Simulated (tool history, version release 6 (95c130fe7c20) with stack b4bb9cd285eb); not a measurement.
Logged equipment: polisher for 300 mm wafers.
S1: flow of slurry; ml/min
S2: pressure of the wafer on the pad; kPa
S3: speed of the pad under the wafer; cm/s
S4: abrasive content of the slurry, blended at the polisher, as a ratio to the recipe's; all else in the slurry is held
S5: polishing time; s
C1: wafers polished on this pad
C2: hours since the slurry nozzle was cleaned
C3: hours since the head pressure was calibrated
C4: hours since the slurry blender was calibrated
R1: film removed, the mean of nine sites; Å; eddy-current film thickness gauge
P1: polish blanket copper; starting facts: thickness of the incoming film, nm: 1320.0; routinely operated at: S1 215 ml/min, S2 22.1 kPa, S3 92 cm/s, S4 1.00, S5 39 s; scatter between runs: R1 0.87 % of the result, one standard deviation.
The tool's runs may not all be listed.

{"run": 1, "hour": 7.2, "S1": 215, "S2": 22.1, "S3": 92, "S4": 1.0, "S5": 39, "C1": 292, "C2": 127.3, "C3": 274.9, "C4": 56.7, "R1": 992.16}
{"run": 2, "hour": 12.7, "S1": 215, "S2": 31.0, "S3": 92, "S4": 1.0, "S5": 39, "C1": 348, "C2": 132.8, "C3": 280.4, "C4": 62.2, "R1": 1383.2}
{"run": 3, "hour": 20.1, "S1": 215, "S2": 22.1, "S3": 92, "S4": 1.0, "S5": 39, "C1": 424, "C2": 140.2, "C3": 287.8, "C4": 69.6, "R1": 986.57}
{"run": 4, "hour": 25.5, "S1": 215, "S2": 22.1, "S3": 92, "S4": 1.0, "S5": 61, "C1": 479, "C2": 145.6, "C3": 293.2, "C4": 75.0, "R1": 1545.5}
{"run": 5, "hour": 35.8, "S1": 215, "S2": 22.1, "S3": 58, "S4": 1.0, "S5": 39, "C1": 584, "C2": 155.9, "C3": 303.5, "C4": 85.3, "R1": 626.59}
{"run": 6, "hour": 41.2, "S1": 215, "S2": 22.1, "S3": 118, "S4": 1.0, "S5": 39, "C1": 639, "C2": 161.3, "C3": 308.9, "C4": 90.7, "R1": 1277.9}
{"hour": 45.1, "done": "slurry blender recalibrated"}
{"run": 7, "hour": 48.7, "S1": 215, "S2": 22.1, "S3": 92, "S4": 1.0, "S5": 18, "C1": 715, "C2": 168.8, "C3": 316.4, "C4": 3.7, "R1": 454.56}
{"run": 8, "hour": 55.0, "S1": 215, "S2": 15.2, "S3": 46, "S4": 1.0, "S5": 39, "C1": 779, "C2": 175.1, "C3": 322.7, "C4": 10.0, "R1": 337.05}
{"run": 9, "hour": 61.2, "S1": 215, "S2": 22.1, "S3": 92, "S4": 1.3, "S5": 39, "C1": 842, "C2": 181.3, "C3": 328.9, "C4": 16.2, "R1": 1052.2}
{"run": 10, "hour": 71.4, "S1": 215, "S2": 22.1, "S3": 92, "S4": 1.0, "S5": 39, "C1": 946, "C2": 191.5, "C3": 339.1, "C4": 26.4, "R1": 992.26}
{"run": 11, "hour": 77.6, "S1": 130, "S2": 22.1, "S3": 92, "S4": 1.0, "S5": 39, "C1": 1009, "C2": 197.7, "C3": 345.3, "C4": 32.6, "R1": 915.88}
{"run": 12, "hour": 85.1, "S1": 215, "S2": 22.1, "S3": 92, "S4": 1.0, "S5": 39, "C1": 1086, "C2": 205.2, "C3": 352.8, "C4": 40.1, "R1": 994.44}
{"run": 13, "hour": 93.4, "S1": 215, "S2": 12.4, "S3": 92, "S4": 1.0, "S5": 39, "C1": 1170, "C2": 213.5, "C3": 361.1, "C4": 48.4, "R1": 558.17}
{"run": 14, "hour": 99.6, "S1": 305, "S2": 22.1, "S3": 92, "S4": 1.25, "S5": 39, "C1": 1234, "C2": 219.7, "C3": 367.3, "C4": 54.6, "R1": 1070.7}
{"run": 15, "hour": 108.2, "S1": 305, "S2": 22.1, "S3": 92, "S4": 1.0, "S5": 39, "C1": 1321, "C2": 228.3, "C3": 375.9, "C4": 63.2, "R1": 1021.2}
{"run": 16, "hour": 118.4, "S1": 215, "S2": 22.1, "S3": 92, "S4": 1.0, "S5": 39, "C1": 1425, "C2": 238.5, "C3": 386.1, "C4": 73.4, "R1": 986.29}
{"run": 17, "hour": 126.8, "S1": 215, "S2": 22.1, "S3": 92, "S4": 0.55, "S5": 39, "C1": 1511, "C2": 246.9, "C3": 394.5, "C4": 81.8, "R1": 870.15}
{"run": 18, "hour": 132.2, "S1": 215, "S2": 22.1, "S3": 92, "S4": 1.0, "S5": 39, "C1": 1566, "C2": 252.3, "C3": 399.9, "C4": 87.2, "R1": 993.94}
{"run": 19, "hour": 141.7, "S1": 215, "S2": 22.1, "S3": 92, "S4": 1.0, "S5": 39, "C1": 1662, "C2": 261.8, "C3": 409.4, "C4": 96.7, "R1": 967.03}
{"run": 20, "hour": 148.3, "S1": 215, "S2": 22.1, "S3": 92, "S4": 1.0, "S5": 39, "C1": 1730, "C2": 268.4, "C3": 416.0, "C4": 103.3, "R1": 966.01}
{"run": 21, "hour": 155.9, "S1": 215, "S2": 22.1, "S3": 92, "S4": 1.0, "S5": 39, "C1": 1807, "C2": 276.0, "C3": 423.6, "C4": 110.9, "R1": 948.93}
{"run": 22, "hour": 160.5, "S1": 215, "S2": 22.1, "S3": 92, "S4": 1.0, "S5": 39, "C1": 1854, "C2": 280.6, "C3": 428.2, "C4": 115.5, "R1": 936.73}
{"run": 23, "hour": 170.2, "S1": 215, "S2": 22.1, "S3": 92, "S4": 1.0, "S5": 39, "C1": 1953, "C2": 290.3, "C3": 437.9, "C4": 125.2, "R1": 924.52}
{"hour": 172.6, "done": "head pressure recalibrated"}
{"run": 24, "hour": 176.0, "S1": 215, "S2": 22.1, "S3": 92, "S4": 1.0, "S5": 39, "C1": 2012, "C2": 296.1, "C3": 3.5, "C4": 131.0, "R1": 929.59}
{"run": 25, "hour": 184.5, "S1": 215, "S2": 22.1, "S3": 92, "S4": 1.0, "S5": 39, "C1": 2099, "C2": 304.6, "C3": 12.0, "C4": 139.5, "R1": 936.02}
{"hour": 186.6, "done": "worn pad replaced by a new one"}
{"run": 26, "hour": 193.2, "S1": 215, "S2": 22.1, "S3": 92, "S4": 1.0, "S5": 39, "C1": 67, "C2": 313.3, "C3": 20.7, "C4": 148.2, "R1": 938.26}
{"run": 27, "hour": 198.0, "S1": 215, "S2": 22.1, "S3": 92, "S4": 1.0, "S5": 39, "C1": 116, "C2": 318.1, "C3": 25.5, "C4": 153.0, "R1": 934.35}
{"run": 28, "hour": 204.7, "S1": 215, "S2": 22.1, "S3": 92, "S4": 1.0, "S5": 39, "C1": 184, "C2": 324.8, "C3": 32.2, "C4": 159.7, "R1": 933.97}

The output of P1 has drifted from where it used to be. Each of the 2 causes below, taken at the size shown beside it, accounts for the log equally well:
A: abrasive missing from the slurry, % = 27.2
B: slurry flow missing at the pad, % = 35.4
The drift started at roughly hour 132.2.
Every other cause this tool's parts could produce, and why it does not fit the log:
removal rate lost through wear of the pad, %: serviced after onset, at hour 186.6, with no recovery of the prior output
head's pressure below its setpoint, %: serviced after onset, at hour 172.6, with no recovery of the prior output

Consider the 4 check runs below, whose results appear as question marks and each of which averages 3 wafers. Which one distinguishes the causes, in that each cause would give it a clearly different result?
{"run": "check 1", "hour": 211.4, "S1": 215, "S2": 22.1, "S3": 92, "S4": 1.0, "S5": 25, "R1": "?"}
{"run": "check 2", "hour": 211.4, "S1": 130, "S2": 27.6, "S3": 92, "S4": 1.0, "S5": 39, "R1": "?"}
{"run": "check 3", "hour": 211.4, "S1": 270, "S2": 22.1, "S3": 92, "S4": 0.6, "S5": 39, "R1": "?"}
{"run": "check 4", "hour": 211.4, "S1": 215, "S2": 22.1, "S3": 92, "S4": 0.8, "S5": 39, "R1": "?"}

Check results expected under each cause:
check=check_1 result=R1 if_A=595.92 if_B=595.97
check=check_2 result=R1 if_A=1073.50 if_B=1032.80
check=check_3 result=R1 if_A=861.15 if_B=868.62
check=check_4 result=R1 if_A=888.44 if_B=886.87
Minimum pairwise separation of causes per check, each pair taken at its best-separating result: check 1 0.01 %; check 2 3.86 %; check 3 0.86 %; check 4 0.18 %
Only check 2 tells the causes apart: in the others they would give nearly the same result.

The results of check 2 are: R1 1081.40 Å. Based on these, which of the listed causes is it?

Of the candidate causes, it is A: abrasive missing from the slurry, %.

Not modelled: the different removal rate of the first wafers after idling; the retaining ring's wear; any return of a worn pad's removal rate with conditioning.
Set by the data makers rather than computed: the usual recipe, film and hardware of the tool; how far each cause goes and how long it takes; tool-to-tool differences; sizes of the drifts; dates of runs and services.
